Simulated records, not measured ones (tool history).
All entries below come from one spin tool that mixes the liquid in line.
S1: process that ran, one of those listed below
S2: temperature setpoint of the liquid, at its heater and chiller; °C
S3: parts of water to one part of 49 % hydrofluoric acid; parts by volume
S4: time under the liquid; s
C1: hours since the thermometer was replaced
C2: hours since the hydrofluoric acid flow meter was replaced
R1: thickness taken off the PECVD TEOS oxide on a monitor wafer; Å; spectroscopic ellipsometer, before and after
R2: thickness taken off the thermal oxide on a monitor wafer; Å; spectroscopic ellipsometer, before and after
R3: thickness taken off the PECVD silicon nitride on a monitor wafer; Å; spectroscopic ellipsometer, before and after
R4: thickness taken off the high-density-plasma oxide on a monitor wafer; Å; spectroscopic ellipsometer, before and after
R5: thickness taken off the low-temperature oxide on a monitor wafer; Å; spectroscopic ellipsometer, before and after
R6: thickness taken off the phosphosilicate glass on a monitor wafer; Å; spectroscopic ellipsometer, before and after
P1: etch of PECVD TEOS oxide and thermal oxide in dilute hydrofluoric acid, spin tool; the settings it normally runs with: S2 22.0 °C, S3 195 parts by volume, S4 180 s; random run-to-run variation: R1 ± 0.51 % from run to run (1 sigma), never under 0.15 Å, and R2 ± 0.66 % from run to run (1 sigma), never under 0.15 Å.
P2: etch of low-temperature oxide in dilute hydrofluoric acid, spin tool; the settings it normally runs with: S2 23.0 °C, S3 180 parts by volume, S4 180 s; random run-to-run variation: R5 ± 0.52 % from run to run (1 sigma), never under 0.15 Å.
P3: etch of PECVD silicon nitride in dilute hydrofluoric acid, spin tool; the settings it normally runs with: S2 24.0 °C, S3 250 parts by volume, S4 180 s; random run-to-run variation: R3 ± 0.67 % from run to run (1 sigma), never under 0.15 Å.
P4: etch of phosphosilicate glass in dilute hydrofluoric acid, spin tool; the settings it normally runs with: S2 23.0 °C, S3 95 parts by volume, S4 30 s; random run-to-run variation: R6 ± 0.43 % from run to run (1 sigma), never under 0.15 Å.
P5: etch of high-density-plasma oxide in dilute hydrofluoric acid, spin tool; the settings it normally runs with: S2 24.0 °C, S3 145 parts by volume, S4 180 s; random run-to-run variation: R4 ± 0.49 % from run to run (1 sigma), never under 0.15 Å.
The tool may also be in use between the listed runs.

{"run": 1, "hour": 7.5, "S1": "P1", "S2": 22.0, "S3": 195, "S4": 180, "C1": 336.8, "C2": 555.7, "R1": 75.14, "R2": 35.892}
{"run": 2, "hour": 14.9, "S1": "P3", "S2": 24.0, "S3": 250, "S4": 180, "C1": 344.2, "C2": 563.1, "R3": 40.962}
{"run": 3, "hour": 20.2, "S1": "P1", "S2": 22.0, "S3": 195, "S4": 85, "C1": 349.5, "C2": 568.4, "R1": 35.45, "R2": 16.719}
{"run": 4, "hour": 30.4, "S1": "P5", "S2": 17.0, "S3": 145, "S4": 180, "C1": 359.7, "C2": 578.6, "R4": 61.251}
{"run": 5, "hour": 37.2, "S1": "P2", "S2": 23.0, "S3": 95, "S4": 180, "C1": 366.5, "C2": 585.4, "R5": 315.83}
{"run": 6, "hour": 44.6, "S1": "P3", "S2": 24.0, "S3": 250, "S4": 180, "C1": 373.9, "C2": 592.8, "R3": 40.94}
{"run": 7, "hour": 54.4, "S1": "P1", "S2": 17.0, "S3": 195, "S4": 345, "C1": 383.7, "C2": 602.6, "R1": 117.98, "R2": 56.386}
{"run": 8, "hour": 63.3, "S1": "P4", "S2": 31.0, "S3": 95, "S4": 30, "C1": 392.6, "C2": 611.5, "R6": 328.93}
{"run": 9, "hour": 73.0, "S1": "P1", "S2": 22.0, "S3": 195, "S4": 180, "C1": 402.3, "C2": 621.2, "R1": 74.852, "R2": 35.636}
{"run": 10, "hour": 81.8, "S1": "P4", "S2": 23.0, "S3": 135, "S4": 30, "C1": 411.1, "C2": 630.0, "R6": 161.64}
{"run": 11, "hour": 88.5, "S1": "P2", "S2": 17.0, "S3": 180, "S4": 180, "C1": 417.8, "C2": 636.7, "R5": 119.6}
{"run": 12, "hour": 95.7, "S1": "P4", "S2": 23.0, "S3": 95, "S4": 30, "C1": 425.0, "C2": 643.9, "R6": 241.01}
{"run": 13, "hour": 105.3, "S1": "P1", "S2": 22.0, "S3": 195, "S4": 180, "C1": 434.6, "C2": 653.5, "R1": 74.902, "R2": 35.8}
{"run": 14, "hour": 111.8, "S1": "P1", "S2": 25.5, "S3": 195, "S4": 180, "C1": 441.1, "C2": 660.0, "R1": 85.992, "R2": 40.962}
{"run": 15, "hour": 117.7, "S1": "P5", "S2": 24.0, "S3": 250, "S4": 180, "C1": 447.0, "C2": 665.9, "R4": 42.163}
{"run": 16, "hour": 128.0, "S1": "P3", "S2": 24.0, "S3": 250, "S4": 15, "C1": 457.3, "C2": 676.2, "R3": 3.6042}
{"run": 17, "hour": 137.2, "S1": "P1", "S2": 17.0, "S3": 195, "S4": 180, "C1": 466.5, "C2": 685.4, "R1": 61.892, "R2": 29.465}
{"run": 18, "hour": 145.0, "S1": "P1", "S2": 22.0, "S3": 45, "S4": 180, "C1": 474.3, "C2": 693.2, "R1": 385.89, "R2": 183.74}
{"run": 19, "hour": 156.9, "S1": "P5", "S2": 24.0, "S3": 145, "S4": 180, "C1": 486.2, "C2": 705.1, "R4": 80.775}
{"run": 20, "hour": 169.2, "S1": "P2", "S2": 23.0, "S3": 180, "S4": 285, "C1": 498.5, "C2": 717.4, "R5": 241.69}
{"run": 21, "hour": 176.2, "S1": "P1", "S2": 22.0, "S3": 195, "S4": 180, "C1": 505.5, "C2": 724.4, "R1": 74.776, "R2": 36.128}
{"run": 22, "hour": 181.7, "S1": "P1", "S2": 22.0, "S3": 195, "S4": 335, "C1": 511.0, "C2": 729.9, "R1": 140.43, "R2": 66.208}
{"run": 23, "hour": 189.9, "S1": "P3", "S2": 32.0, "S3": 250, "S4": 180, "C1": 519.2, "C2": 738.1, "R3": 66.558}
{"hour": 194.4, "done": "hydrofluoric acid flow meter replaced"}
{"run": 24, "hour": 200.2, "S1": "P1", "S2": 22.0, "S3": 355, "S4": 180, "C1": 529.5, "C2": 5.9, "R1": 35.61, "R2": 17.054}
{"run": 25, "hour": 212.2, "S1": "P5", "S2": 24.0, "S3": 145, "S4": 180, "C1": 541.5, "C2": 17.9, "R4": 80.521}
{"run": 26, "hour": 222.9, "S1": "P5", "S2": 24.0, "S3": 145, "S4": 85, "C1": 552.2, "C2": 28.6, "R4": 37.937}
{"run": 27, "hour": 234.2, "S1": "P4", "S2": 23.0, "S3": 95, "S4": 15, "C1": 563.5, "C2": 39.9, "R6": 120.56}
{"run": 28, "hour": 240.0, "S1": "P1", "S2": 22.0, "S3": 195, "S4": 180, "C1": 569.3, "C2": 45.7, "R1": 76.016, "R2": 35.719}
{"run": 29, "hour": 250.1, "S1": "P2", "S2": 23.0, "S3": 180, "S4": 180, "C1": 579.4, "C2": 55.8, "R5": 150.98}
{"run": 30, "hour": 262.5, "S1": "P3", "S2": 24.0, "S3": 160, "S4": 180, "C1": 591.8, "C2": 68.2, "R3": 63.201}
{"run": 31, "hour": 272.9, "S1": "P1", "S2": 22.0, "S3": 195, "S4": 180, "C1": 602.2, "C2": 78.6, "R1": 75.005, "R2": 35.95}
{"run": 32, "hour": 284.3, "S1": "P1", "S2": 22.0, "S3": 195, "S4": 180, "C1": 613.6, "C2": 90.0, "R1": 78.636, "R2": 37.133}
{"run": 33, "hour": 291.7, "S1": "P1", "S2": 22.0, "S3": 195, "S4": 180, "C1": 621.0, "C2": 97.4, "R1": 80.063, "R2": 38.701}
{"run": 34, "hour": 303.2, "S1": "P1", "S2": 22.0, "S3": 195, "S4": 180, "C1": 632.5, "C2": 108.9, "R1": 81.556, "R2": 38.873}
{"run": 35, "hour": 311.8, "S1": "P1", "S2": 22.0, "S3": 195, "S4": 180, "C1": 641.1, "C2": 117.5, "R1": 81.287, "R2": 38.777}
{"run": 36, "hour": 322.2, "S1": "P1", "S2": 22.0, "S3": 195, "S4": 180, "C1": 651.5, "C2": 127.9, "R1": 82.405, "R2": 39.507}
{"run": 37, "hour": 328.2, "S1": "P1", "S2": 22.0, "S3": 195, "S4": 180, "C1": 657.5, "C2": 133.9, "R1": 81.669, "R2": 39.426}
{"run": 38, "hour": 339.4, "S1": "P1", "S2": 22.0, "S3": 195, "S4": 180, "C1": 668.7, "C2": 145.1, "R1": 82.351, "R2": 39.96}

P1 has crept away from where it was. The log is fitted equally well by each of these 2 causes, at the sizes shown:
A: hydrofluoric acid flow above the setpoint (%) = 7.76
B: liquid hotter than its thermometer reads (K) = 2.39
The drift started at roughly hour 272.9.

4 check runs are offered, each on 2 wafers whose results are averaged, their results left as question marks. Which one tells the causes apart?
{"run": "check 1", "hour": 350.6, "S1": "P5", "S2": 24.0, "S3": 245, "S4": 115, "R4": "?"}
{"run": "check 2", "hour": 350.6, "S1": "P4", "S2": 30.5, "S3": 95, "S4": 15, "R6": "?"}
{"run": "check 3", "hour": 350.6, "S1": "P2", "S2": 17.5, "S3": 180, "S4": 180, "R5": "?"}
{"run": "check 4", "hour": 350.6, "S1": "P3", "S2": 32.0, "S3": 250, "S4": 40, "R3": "?"}

Check results expected under each cause:
check=check_1 result=R4 if_A=30.135 if_B=29.885
check=check_2 result=R6 if_A=175.03 if_B=175.73
check=check_3 result=R5 if_A=132.73 if_B=133.74
check=check_4 result=R3 if_A=15.8480 if_B=16.7990
Minimum pairwise separation of causes per check, each pair taken at its best-separating result: check 1 0.83 %; check 2 0.4 %; check 3 0.76 %; check 4 5.83 %
Check 4 tells the causes apart: in the others they would give nearly the same result.

Then check 4 was run and gave: R3 16.0170 Å. Which cause is it?

Of the candidate causes, it is A: hydrofluoric acid flow above the setpoint (%).
